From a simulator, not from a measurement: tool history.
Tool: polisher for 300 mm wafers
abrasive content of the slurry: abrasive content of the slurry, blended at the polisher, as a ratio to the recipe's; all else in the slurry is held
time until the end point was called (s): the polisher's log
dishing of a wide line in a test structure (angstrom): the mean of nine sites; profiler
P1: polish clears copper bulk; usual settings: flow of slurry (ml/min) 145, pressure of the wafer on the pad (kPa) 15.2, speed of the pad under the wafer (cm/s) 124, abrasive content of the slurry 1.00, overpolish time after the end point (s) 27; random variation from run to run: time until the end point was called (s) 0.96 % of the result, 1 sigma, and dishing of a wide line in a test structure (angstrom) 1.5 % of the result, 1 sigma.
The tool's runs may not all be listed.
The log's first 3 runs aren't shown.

| run | hour | flow of slurry (ml/min) | pressure of the wafer on the pad (kPa) | speed of the pad under the wafer (cm/s) | abrasive content of the slurry | overpolish time after the end point (s) | wafers polished on this pad | hours since the slurry nozzle was cleaned | hours since the head pressure was calibrated | hours since the slurry blender was calibrated | time until the end point was called (s) | dishing of a wide line in a test structure (angstrom) |
|---|---|---|---|---|---|---|---|---|---|---|---|---|
| 4 | 21.2 | 145 | 15.2 | 124 | 1.00 | 52 | 851 | 455.4 | 332.6 | 253.8 | 82.294 | 1128.70 |
| 5 | 25.6 | 225 | 15.2 | 124 | 1.00 | 27 | 899 | 459.8 | 337.0 | 258.2 | 77.235 | 976.09 |
| 6 | 29.0 | 145 | 15.2 | 124 | 1.00 | 27 | 936 | 463.2 | 340.4 | 261.6 | 82.479 | 918.99 |
| 7 | 32.8 | 145 | 15.2 | 124 | 1.00 | 27 | 978 | 467.0 | 344.2 | 265.4 | 82.855 | 921.24 |
| 8 | 36.0 | 145 | 24.1 | 124 | 1.00 | 27 | 1013 | 470.2 | 347.4 | 268.6 | 52.226 | 1215.20 |
| 9 | 40.3 | 145 | 11.0 | 158 | 1.00 | 27 | 1060 | 474.5 | 351.7 | 272.9 | 90.593 | 818.44 |
| 10 | 45.2 | 145 | 15.2 | 124 | 1.00 | 27 | 1114 | 479.4 | 356.6 | 277.8 | 84.045 | 920.22 |
| 11 | 50.7 | 145 | 23.4 | 162 | 1.00 | 27 | 1174 | 484.9 | 362.1 | 283.3 | 40.704 | 1272.10 |
| 12 | 55.1 | 145 | 20.0 | 124 | 1.25 | 27 | 1222 | 489.3 | 366.5 | 287.7 | 59.482 | 1141.60 |
| 13 | 60.1 | 145 | 15.2 | 60 | 1.00 | 27 | 1277 | 494.3 | 371.5 | 292.7 | 171.410 | 620.00 |
| 14 | 64.4 | 145 | 15.2 | 182 | 1.00 | 27 | 1324 | 498.6 | 375.8 | 297.0 | 56.175 | 1075.50 |
| 15 | 70.5 | 145 | 15.2 | 124 | 1.40 | 27 | 1390 | 504.7 | 381.9 | 303.1 | 77.001 | 929.84 |
| 16 | 74.0 | 145 | 6.9 | 124 | 1.00 | 27 | 1429 | 508.2 | 385.4 | 306.6 | 181.110 | 508.89 |
| 17 | 79.1 | 95 | 15.2 | 124 | 1.00 | 27 | 1484 | 513.3 | 390.5 | 311.7 | 90.300 | 903.16 |

The next listed run, before its measurement:
| 18 | 83.7 | 145 | 15.2 | 124 | 0.55 | 27 | 1535 | 517.9 | 395.1 | 316.3 | ? | ? |

Run 18 gave time until the end point was called (s) 95.432, dishing of a wide line in a test structure (angstrom) 885.42.

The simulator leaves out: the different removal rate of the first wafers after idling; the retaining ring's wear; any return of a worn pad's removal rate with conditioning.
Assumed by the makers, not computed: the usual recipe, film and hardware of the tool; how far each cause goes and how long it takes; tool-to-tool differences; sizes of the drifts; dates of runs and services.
